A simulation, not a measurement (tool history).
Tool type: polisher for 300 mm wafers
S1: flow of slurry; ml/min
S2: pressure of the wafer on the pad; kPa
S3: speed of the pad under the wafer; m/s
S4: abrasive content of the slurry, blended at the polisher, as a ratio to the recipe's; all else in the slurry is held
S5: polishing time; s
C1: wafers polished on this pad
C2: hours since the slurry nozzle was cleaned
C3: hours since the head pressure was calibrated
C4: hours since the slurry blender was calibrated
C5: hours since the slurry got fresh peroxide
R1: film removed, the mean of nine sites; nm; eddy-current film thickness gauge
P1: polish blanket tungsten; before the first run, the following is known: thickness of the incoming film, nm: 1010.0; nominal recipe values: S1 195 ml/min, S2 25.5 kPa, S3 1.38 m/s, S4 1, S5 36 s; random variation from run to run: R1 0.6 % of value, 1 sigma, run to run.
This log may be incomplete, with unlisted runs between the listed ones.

Run 1, day 0.446: S1 195 ml/min, S2 25.5 kPa, S3 1.38 m/s, S4 1, S5 36 s; C1 571; C2 359.6; C3 207.3; C4 225.6; C5 117.7. Result: R1 243.25 nm.
Run 2, day 0.746: S1 195 ml/min, S2 13.8 kPa, S3 1.38 m/s, S4 1, S5 36 s; C1 662; C2 366.8; C3 214.5; C4 232.8; C5 124.9. Result: R1 132.62 nm.
Run 3, day 1.083: S1 195 ml/min, S2 25.5 kPa, S3 1.38 m/s, S4 1, S5 36 s; C1 764; C2 374.9; C3 222.6; C4 240.9; C5 133. Result: R1 245.85 nm.
At day 1.367: slurry nozzle cleaned.
Run 4, day 1.408: S1 195 ml/min, S2 25.5 kPa, S3 1.38 m/s, S4 1, S5 36 s; C1 862; C2 1.1; C3 230.4; C4 248.7; C5 140.8. Result: R1 243.57 nm.
Run 5, day 1.625: S1 195 ml/min, S2 25.5 kPa, S3 1.38 m/s, S4 1.45, S5 36 s; C1 927; C2 6.3; C3 235.6; C4 253.9; C5 146. Result: R1 265.93 nm.
Run 6, day 2.108: S1 195 ml/min, S2 40.7 kPa, S3 1.38 m/s, S4 1, S5 36 s; C1 1073; C2 17.9; C3 247.2; C4 265.5; C5 157.6. Result: R1 384.79 nm.
Run 7, day 2.567: S1 195 ml/min, S2 25.5 kPa, S3 2.02 m/s, S4 1, S5 36 s; C1 1212; C2 28.9; C3 258.2; C4 276.5; C5 168.6. Result: R1 355.65 nm.
Run 8, day 2.888: S1 195 ml/min, S2 25.5 kPa, S3 1.38 m/s, S4 1, S5 36 s; C1 1309; C2 36.6; C3 265.9; C4 284.2; C5 176.3. Result: R1 243.93 nm.
Run 9, day 3.129: S1 195 ml/min, S2 25.5 kPa, S3 0.76 m/s, S4 1, S5 36 s; C1 1382; C2 42.4; C3 271.7; C4 290; C5 182.1. Result: R1 134.43 nm.
Run 10, day 3.342: S1 195 ml/min, S2 25.5 kPa, S3 1.38 m/s, S4 1, S5 17 s; C1 1446; C2 47.5; C3 276.8; C4 295.1; C5 187.2. Result: R1 114.75 nm.
Run 11, day 3.575: S1 195 ml/min, S2 25.5 kPa, S3 1.38 m/s, S4 1, S5 55 s; C1 1517; C2 53.1; C3 282.4; C4 300.7; C5 192.8. Result: R1 372.07 nm.
Run 12, day 3.892: S1 270 ml/min, S2 25.5 kPa, S3 1.38 m/s, S4 1, S5 36 s; C1 1612; C2 60.7; C3 290; C4 308.3; C5 200.4. Result: R1 255.41 nm.
Run 13, day 4.179: S1 125 ml/min, S2 25.5 kPa, S3 1.38 m/s, S4 0.55, S5 36 s; C1 1699; C2 67.6; C3 296.9; C4 315.2; C5 207.3. Result: R1 197.35 nm.
Run 14, day 4.596: S1 195 ml/min, S2 25.5 kPa, S3 1.38 m/s, S4 0.5, S5 36 s; C1 1825; C2 77.6; C3 306.9; C4 325.2; C5 217.3. Result: R1 210.81 nm.
Run 15, day 4.833: S1 115 ml/min, S2 25.5 kPa, S3 1.38 m/s, S4 1, S5 36 s; C1 1897; C2 83.3; C3 312.6; C4 330.9; C5 223. Result: R1 223.44 nm.
Run 16, day 5.25: S1 195 ml/min, S2 25.5 kPa, S3 1.38 m/s, S4 1, S5 36 s; C1 2023; C2 93.3; C3 322.6; C4 340.9; C5 233. Result: R1 244.47 nm.
Run 17, day 5.588: S1 195 ml/min, S2 25.5 kPa, S3 1.38 m/s, S4 1, S5 36 s; C1 2125; C2 101.4; C3 330.7; C4 349; C5 241.1. Result: R1 243.75 nm.
Run 18, day 5.946: S1 195 ml/min, S2 25.5 kPa, S3 1.38 m/s, S4 1, S5 36 s; C1 2233; C2 110; C3 339.3; C4 357.6; C5 249.7. Result: R1 234.8 nm.
Run 19, day 6.292: S1 195 ml/min, S2 25.5 kPa, S3 1.38 m/s, S4 1, S5 36 s; C1 2338; C2 118.3; C3 347.6; C4 365.9; C5 258. Result: R1 230.16 nm.
At day 6.458: slurry tank refilled with fresh slurry and peroxide.
Run 20, day 6.592: S1 195 ml/min, S2 25.5 kPa, S3 1.38 m/s, S4 1, S5 36 s; C1 2428; C2 125.5; C3 354.8; C4 373.1; C5 3.2. Result: R1 226.29 nm.
At day 6.642: worn pad replaced by a new one.
Run 21, day 6.817: S1 195 ml/min, S2 25.5 kPa, S3 1.38 m/s, S4 1, S5 36 s; C1 53; C2 130.9; C3 360.2; C4 378.5; C5 8.6. Result: R1 226.52 nm.

Forecast run 22:
At day 6.908: head pressure recalibrated.
Run 22, day 7.062: S1 195 ml/min, S2 25.5 kPa, S3 1.38 m/s, S4 1, S5 36 s; C1 127; C2 136.8; C3 3.8; C4 384.4; C5 14.5. Result: R1 ?.

{"run 22": {"R1": 227.56}}
